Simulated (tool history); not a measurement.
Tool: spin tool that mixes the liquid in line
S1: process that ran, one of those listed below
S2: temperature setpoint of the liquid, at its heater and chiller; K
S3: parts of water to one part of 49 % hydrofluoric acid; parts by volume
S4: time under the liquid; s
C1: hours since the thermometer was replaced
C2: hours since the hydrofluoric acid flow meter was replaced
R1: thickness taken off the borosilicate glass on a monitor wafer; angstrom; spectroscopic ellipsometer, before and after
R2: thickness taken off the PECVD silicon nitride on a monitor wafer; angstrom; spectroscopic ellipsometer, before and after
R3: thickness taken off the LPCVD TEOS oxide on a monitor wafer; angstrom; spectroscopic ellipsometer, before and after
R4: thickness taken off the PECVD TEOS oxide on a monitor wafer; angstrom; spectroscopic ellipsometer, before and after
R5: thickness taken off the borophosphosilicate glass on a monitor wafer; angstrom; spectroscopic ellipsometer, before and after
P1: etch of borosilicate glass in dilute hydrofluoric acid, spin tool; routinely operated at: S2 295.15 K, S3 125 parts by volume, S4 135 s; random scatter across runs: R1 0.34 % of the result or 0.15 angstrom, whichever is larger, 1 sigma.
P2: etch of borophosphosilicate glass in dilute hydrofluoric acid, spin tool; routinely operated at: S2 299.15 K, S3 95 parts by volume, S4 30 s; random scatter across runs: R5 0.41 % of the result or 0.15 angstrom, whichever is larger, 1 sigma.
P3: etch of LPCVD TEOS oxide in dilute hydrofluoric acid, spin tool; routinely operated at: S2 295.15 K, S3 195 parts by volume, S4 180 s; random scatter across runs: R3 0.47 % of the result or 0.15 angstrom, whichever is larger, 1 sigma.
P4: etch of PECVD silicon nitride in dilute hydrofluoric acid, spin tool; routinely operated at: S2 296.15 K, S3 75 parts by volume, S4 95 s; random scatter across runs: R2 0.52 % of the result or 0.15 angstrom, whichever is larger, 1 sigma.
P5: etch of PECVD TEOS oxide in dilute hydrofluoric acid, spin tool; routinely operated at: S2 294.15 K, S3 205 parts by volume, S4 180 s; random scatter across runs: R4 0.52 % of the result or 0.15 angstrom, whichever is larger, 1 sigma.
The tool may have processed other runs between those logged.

run   hour  S1      S2   S3   S4      C1      C2      R1      R2      R3      R4      R5
  1    7.6  P1  295.15  125  135   967.1   737.2  287.08
  2   22.3  P1  290.15  125  135   981.8   751.9   233.3
  3   30.8  P4  296.15  105   95   990.3   760.4          43.006
  4   38.3  P3  295.15  195  180   997.8   767.9                  436.98
  5     50  P1  295.15  215  135  1009.5   779.6  151.41
  6   61.9  P5  298.65  205  180  1021.4   791.5                          187.78
  7   71.1  P5  294.15  300  180  1030.6   800.7                          98.839
  8   85.8  P5  294.15  205  180  1045.3   815.4                           159.3
  9  100.4  P1  295.15  125  135  1059.9     830  286.65
 10  113.2  P3  295.15  195   45  1072.7   842.8                  108.64
 11  123.7  P3  295.15   95  180  1083.2   853.3                  989.22
 12  137.2  P2  299.15   95   60  1096.7   866.8                                  401.09
 13  151.7  P3  295.15  195  180  1111.2   881.3                  433.84
 14  159.3  P2  299.15   95   30  1118.8   888.9                                  199.56
 15  168.5  P1  295.15   75  135    1128   898.1  510.31
 16  182.8  P1  295.15  125  135  1142.3   912.4  286.63
 17  191.9  P1  295.15  125   15  1151.4   921.5  32.044
 18  198.9  P1  295.15  125  135  1158.4   928.5  287.52
 19  207.9  P4  296.15   75   95  1167.4   937.5          60.859
 20  220.2  P1  301.15  125  135  1179.7   949.8  361.56
 21  234.7  P5  294.15  205   40  1194.2   964.3                          35.289
 22  249.6  P4  296.15   75   95  1209.1   979.2          59.826
 23  258.5  P1  295.15  125  205    1218   988.1  435.48
 24  267.9  P4  296.15   75  150  1227.4   997.5           95.12
 25  274.9  P2  307.15   95   30  1234.4  1004.5                                   271.2
 26  284.2  P1  295.15   55  230  1243.7  1013.8  1207.7
 27  294.4  P4  301.65   75   95  1253.9    1024          86.692
 28  300.8  P1  290.15  125  205  1260.3  1030.4  354.35
 29  315.2  P2  299.15   20   30  1274.7  1044.8                                  1052.4
 30    328  P3  303.15  195  180  1287.5  1057.6                  581.77
 31    338  P1  295.15  125  135  1297.5  1067.6  285.92
 32  349.7  P1  295.15  125  135  1309.2  1079.3  277.28
 33  359.3  P1  295.15  125  135  1318.8  1088.9   271.7
 34  370.8  P1  295.15  125  135  1330.3  1100.4  265.97
 35  377.7  P1  295.15  125  135  1337.2  1107.3   266.1
 36  391.5  P1  295.15  125  135    1351  1121.1  262.56
 37  405.1  P1  295.15  125  135  1364.6  1134.7  260.97
 38    419  P1  295.15  125  135  1378.5  1148.6  261.14
 39  432.6  P1  295.15  125  135  1392.1  1162.2  260.27
 40  439.4  P1  295.15  125  135  1398.9    1169  259.67

Something has made what P1 gives creep away from where it was; the 2 causes below, each at its own stated size, fit the log equally well:
A: liquid colder than its thermometer reads (K) = 2.43
B: hydrofluoric acid flow below the setpoint (%) = 8.15
Creep in the process output first set in at about hour 338.

Question marks stand in for the results of the 4 check runs listed below, each run on one wafer. Under which run would the listed causes show clearly different results?
check 1  446.2  P4  296.15   75   95               ?
check 2  446.2  P5  294.15  205  180                       ?
check 3  446.2  P2  299.15   95   30                           ?
check 4  446.2  P3  295.15  195  180                   ?

Predicted outcomes, by check and by cause:
  check  result    if A    if B
check 1      R2  50.925  55.238
check 2      R4  145.01  143.68
check 3      R5   181.7  181.71
check 4      R3  395.57  391.87
Separation of the two closest causes in each check, using whichever result separates them best: check 1 8.13 %; check 2 0.92 %; check 3 0.01 %; check 4 0.94 %
Only check 1 tells the causes apart: in the others they would give nearly the same result.

After running check 1, the following was obtained: R2 55.078 angstrom. Which cause does this point to?

It was cause B: hydrofluoric acid flow below the setpoint (%).

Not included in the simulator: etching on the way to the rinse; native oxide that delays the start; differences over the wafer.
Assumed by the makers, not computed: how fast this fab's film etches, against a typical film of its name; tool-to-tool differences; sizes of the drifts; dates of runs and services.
